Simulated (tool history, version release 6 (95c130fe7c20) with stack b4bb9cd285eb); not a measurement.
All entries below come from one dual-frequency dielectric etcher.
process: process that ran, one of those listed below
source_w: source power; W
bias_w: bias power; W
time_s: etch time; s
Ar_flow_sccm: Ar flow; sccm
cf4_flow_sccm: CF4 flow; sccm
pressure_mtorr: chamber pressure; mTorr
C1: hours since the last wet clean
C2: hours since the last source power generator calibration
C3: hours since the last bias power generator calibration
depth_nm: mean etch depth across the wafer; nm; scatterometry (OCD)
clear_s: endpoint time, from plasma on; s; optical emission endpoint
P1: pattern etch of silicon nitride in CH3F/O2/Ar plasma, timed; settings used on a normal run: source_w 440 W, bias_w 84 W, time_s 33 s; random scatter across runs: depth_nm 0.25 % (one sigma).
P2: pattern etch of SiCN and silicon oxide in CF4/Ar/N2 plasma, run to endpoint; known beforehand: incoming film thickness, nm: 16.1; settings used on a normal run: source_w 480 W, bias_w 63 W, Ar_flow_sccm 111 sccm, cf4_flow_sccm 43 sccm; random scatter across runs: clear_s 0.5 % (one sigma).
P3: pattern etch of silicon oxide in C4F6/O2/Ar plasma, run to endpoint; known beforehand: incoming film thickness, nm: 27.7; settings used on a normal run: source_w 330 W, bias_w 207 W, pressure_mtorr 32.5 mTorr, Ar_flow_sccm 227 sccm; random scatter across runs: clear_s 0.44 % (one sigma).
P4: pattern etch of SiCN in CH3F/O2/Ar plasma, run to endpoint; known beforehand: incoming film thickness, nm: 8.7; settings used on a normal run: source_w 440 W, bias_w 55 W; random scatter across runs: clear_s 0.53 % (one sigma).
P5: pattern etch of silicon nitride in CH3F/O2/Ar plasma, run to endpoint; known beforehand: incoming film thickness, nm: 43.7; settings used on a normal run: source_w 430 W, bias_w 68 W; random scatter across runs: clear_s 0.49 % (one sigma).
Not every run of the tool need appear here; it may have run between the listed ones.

Run 1, hour 11: process P1, source_w 440 W, bias_w 84 W, time_s 33 s; C1 203; C2 1563.2; C3 2051.3. Result: depth_nm 25.28 nm.
Run 2, hour 20.5: process P1, source_w 440 W, bias_w 112 W, time_s 33 s; C1 212.5; C2 1572.7; C3 2060.8. Result: depth_nm 28.168 nm.
Run 3, hour 28.5: process P1, source_w 440 W, bias_w 84 W, time_s 33 s; C1 220.5; C2 1580.7; C3 2068.8. Result: depth_nm 25.375 nm.
Run 4, hour 35.3: process P1, source_w 440 W, bias_w 84 W, time_s 48 s; C1 227.3; C2 1587.5; C3 2075.6. Result: depth_nm 36.925 nm.
Run 5, hour 45.5: process P2, source_w 620 W, bias_w 63 W, Ar_flow_sccm 111 sccm, cf4_flow_sccm 43 sccm; C1 237.5; C2 1597.7; C3 2085.8. Result: clear_s 15.86 s.
Run 6, hour 54: process P2, source_w 480 W, bias_w 63 W, Ar_flow_sccm 111 sccm, cf4_flow_sccm 43 sccm; C1 246; C2 1606.2; C3 2094.3. Result: clear_s 19.832 s.
Run 7, hour 64.4: process P1, source_w 440 W, bias_w 65 W, time_s 33 s; C1 256.4; C2 1616.6; C3 2104.7. Result: depth_nm 23.28 nm.
Run 8, hour 75.3: process P5, source_w 430 W, bias_w 68 W; C1 267.3; C2 1627.5; C3 2115.6. Result: clear_s 62.742 s.
Run 9, hour 86.1: process P1, source_w 440 W, bias_w 84 W, time_s 33 s; C1 278.1; C2 1638.3; C3 2126.4. Result: depth_nm 25.292 nm.
Run 10, hour 97.8: process P5, source_w 430 W, bias_w 68 W; C1 289.8; C2 1650; C3 2138.1. Result: clear_s 62.729 s.
Run 11, hour 106.4: process P1, source_w 440 W, bias_w 103 W, time_s 21.5 s; C1 298.4; C2 1658.6; C3 2146.7. Result: depth_nm 17.825 nm.
Run 12, hour 112.9: process P1, source_w 440 W, bias_w 84 W, time_s 33 s; C1 304.9; C2 1665.1; C3 2153.2. Result: depth_nm 25.375 nm.
Run 13, hour 123.3: process P1, source_w 440 W, bias_w 84 W, time_s 25 s; C1 315.3; C2 1675.5; C3 2163.6. Result: depth_nm 19.227 nm.
Run 14, hour 129.5: process P3, source_w 330 W, bias_w 207 W, Ar_flow_sccm 227 sccm, pressure_mtorr 44 mTorr; C1 321.5; C2 1681.7; C3 2169.8. Result: clear_s 9.3025 s.
Run 15, hour 141.2: process P3, source_w 330 W, bias_w 207 W, Ar_flow_sccm 132 sccm, pressure_mtorr 32.5 mTorr; C1 333.2; C2 1693.4; C3 2181.5. Result: clear_s 8.415 s.
Run 16, hour 149.5: process P2, source_w 480 W, bias_w 63 W, Ar_flow_sccm 111 sccm, cf4_flow_sccm 43 sccm; C1 341.5; C2 1701.7; C3 2189.8. Result: clear_s 20.244 s.
Run 17, hour 154.7: process P1, source_w 440 W, bias_w 84 W, time_s 33 s; C1 346.7; C2 1706.9; C3 2195. Result: depth_nm 25.423 nm.
Run 18, hour 163.8: process P4, source_w 280 W, bias_w 55 W; C1 355.8; C2 1716; C3 2204.1. Result: clear_s 28.962 s.
Run 19, hour 173.4: process P2, source_w 480 W, bias_w 63 W, Ar_flow_sccm 71 sccm, cf4_flow_sccm 43 sccm; C1 365.4; C2 1725.6; C3 2213.7. Result: clear_s 18.515 s.
Run 20, hour 183.9: process P4, source_w 440 W, bias_w 55 W; C1 375.9; C2 1736.1; C3 2224.2. Result: clear_s 24.717 s.
Run 21, hour 190.4: process P1, source_w 440 W, bias_w 84 W, time_s 33 s; C1 382.4; C2 1742.6; C3 2230.7. Result: depth_nm 25.467 nm.
Run 22, hour 199.5: process P3, source_w 330 W, bias_w 288 W, Ar_flow_sccm 227 sccm, pressure_mtorr 32.5 mTorr; C1 391.5; C2 1751.7; C3 2239.8. Result: clear_s 8.0108 s.
Run 23, hour 204.9: process P3, source_w 430 W, bias_w 207 W, Ar_flow_sccm 227 sccm, pressure_mtorr 32.5 mTorr; C1 396.9; C2 1757.1; C3 2245.2. Result: clear_s 8.141 s.
Run 24, hour 211.9: process P2, source_w 480 W, bias_w 40 W, Ar_flow_sccm 111 sccm, cf4_flow_sccm 43 sccm; C1 403.9; C2 1764.1; C3 2252.2. Result: clear_s 23.211 s.
Run 25, hour 217.4: process P1, source_w 440 W, bias_w 65 W, time_s 19 s; C1 409.4; C2 1769.6; C3 2257.7. Result: depth_nm 13.397 nm.
Run 26, hour 224: process P5, source_w 250 W, bias_w 68 W; C1 416; C2 1776.2; C3 2264.3. Result: clear_s 77.619 s.
Run 27, hour 230.3: process P3, source_w 330 W, bias_w 207 W, Ar_flow_sccm 227 sccm, pressure_mtorr 32.5 mTorr; C1 422.3; C2 1782.5; C3 2270.6. Result: clear_s 8.9453 s.
Run 28, hour 240.6: process P2, source_w 480 W, bias_w 63 W, Ar_flow_sccm 111 sccm, cf4_flow_sccm 34 sccm; C1 432.6; C2 1792.8; C3 2280.9. Result: clear_s 21.038 s.
Run 29, hour 250.6: process P1, source_w 290 W, bias_w 84 W, time_s 33 s; C1 442.6; C2 1802.8; C3 2290.9. Result: depth_nm 21.672 nm.
At hour 259.6: source power generator calibrated.
Run 30, hour 261.6: process P4, source_w 440 W, bias_w 41 W; C1 453.6; C2 2.1; C3 2301.9. Result: clear_s 26.911 s.
Run 31, hour 273.5: process P5, source_w 430 W, bias_w 95 W; C1 465.5; C2 14; C3 2313.8. Result: clear_s 55.644 s.
Run 32, hour 283.1: process P1, source_w 530 W, bias_w 84 W, time_s 33 s; C1 475.1; C2 23.6; C3 2323.4. Result: depth_nm 27.202 nm.
Run 33, hour 292.1: process P1, source_w 440 W, bias_w 84 W, time_s 33 s; C1 484.1; C2 32.6; C3 2332.4. Result: depth_nm 25.375 nm.
Run 34, hour 301: process P1, source_w 440 W, bias_w 84 W, time_s 33 s; C1 493; C2 41.5; C3 2341.3. Result: depth_nm 25.201 nm.
Run 35, hour 312: process P1, source_w 440 W, bias_w 84 W, time_s 33 s; C1 504; C2 52.5; C3 2352.3. Result: depth_nm 25.023 nm.
Run 36, hour 319.3: process P1, source_w 440 W, bias_w 84 W, time_s 33 s; C1 511.3; C2 59.8; C3 2359.6. Result: depth_nm 24.985 nm.
At hour 319.6: wet clean of the chamber.
Run 37, hour 327.6: process P1, source_w 440 W, bias_w 84 W, time_s 33 s; C1 8; C2 68.1; C3 2367.9. Result: depth_nm 25.047 nm.
Run 38, hour 335.4: process P1, source_w 440 W, bias_w 84 W, time_s 33 s; C1 15.8; C2 75.9; C3 2375.7. Result: depth_nm 24.901 nm.
Run 39, hour 345.7: process P1, source_w 440 W, bias_w 84 W, time_s 33 s; C1 26.1; C2 86.2; C3 2386. Result: depth_nm 25.016 nm.

What P1 gives has crept away from where it was. These 2 causes fit the log equally well, each at the size given:
A: bias power that arrives under what is set, % = 4.27
B: source power that arrives under what is set, % = 3.98
The drift started at roughly hour 292.1.
All other causes, with the reason each is excluded:
chamber walls in a state that lowers the etch rate, %: serviced at hour 319.6, after the drift had started, without restoring the earlier output

Each of the check runs listed below is run on 3 wafers and reports their average, with the results left as question marks. Pick the one under which the possible causes would lead to clearly different results.
Run check 1, hour 356: process P5, source_w 260 W, bias_w 68 W. Result: clear_s ?.
Run check 2, hour 356: process P2, source_w 480 W, bias_w 53 W, Ar_flow_sccm 75 sccm, cf4_flow_sccm 43 sccm. Result: clear_s ?.
Run check 3, hour 356: process P3, source_w 390 W, bias_w 287 W, Ar_flow_sccm 227 sccm, pressure_mtorr 32.5 mTorr. Result: clear_s ?.
Run check 4, hour 356: process P4, source_w 300 W, bias_w 55 W. Result: clear_s ?.

What each check would give under each cause:
  check   result    if A    if B
check 1  clear_s  77.386  77.395
check 2  clear_s  20.075  20.522
check 3  clear_s  7.6392  7.6416
check 4  clear_s  28.843  28.862
Separation of the two closest causes in each check, using whichever result separates them best: check 1 0.01 %; check 2 2.2 %; check 3 0.03 %; check 4 0.07 %
Only check 2 tells the causes apart: in the others they would give nearly the same result.

The results of check 2 are: clear_s 20.502 s. Based on these, which of the listed causes is it?

The correct cause is B, namely: source power that arrives under what is set, %.

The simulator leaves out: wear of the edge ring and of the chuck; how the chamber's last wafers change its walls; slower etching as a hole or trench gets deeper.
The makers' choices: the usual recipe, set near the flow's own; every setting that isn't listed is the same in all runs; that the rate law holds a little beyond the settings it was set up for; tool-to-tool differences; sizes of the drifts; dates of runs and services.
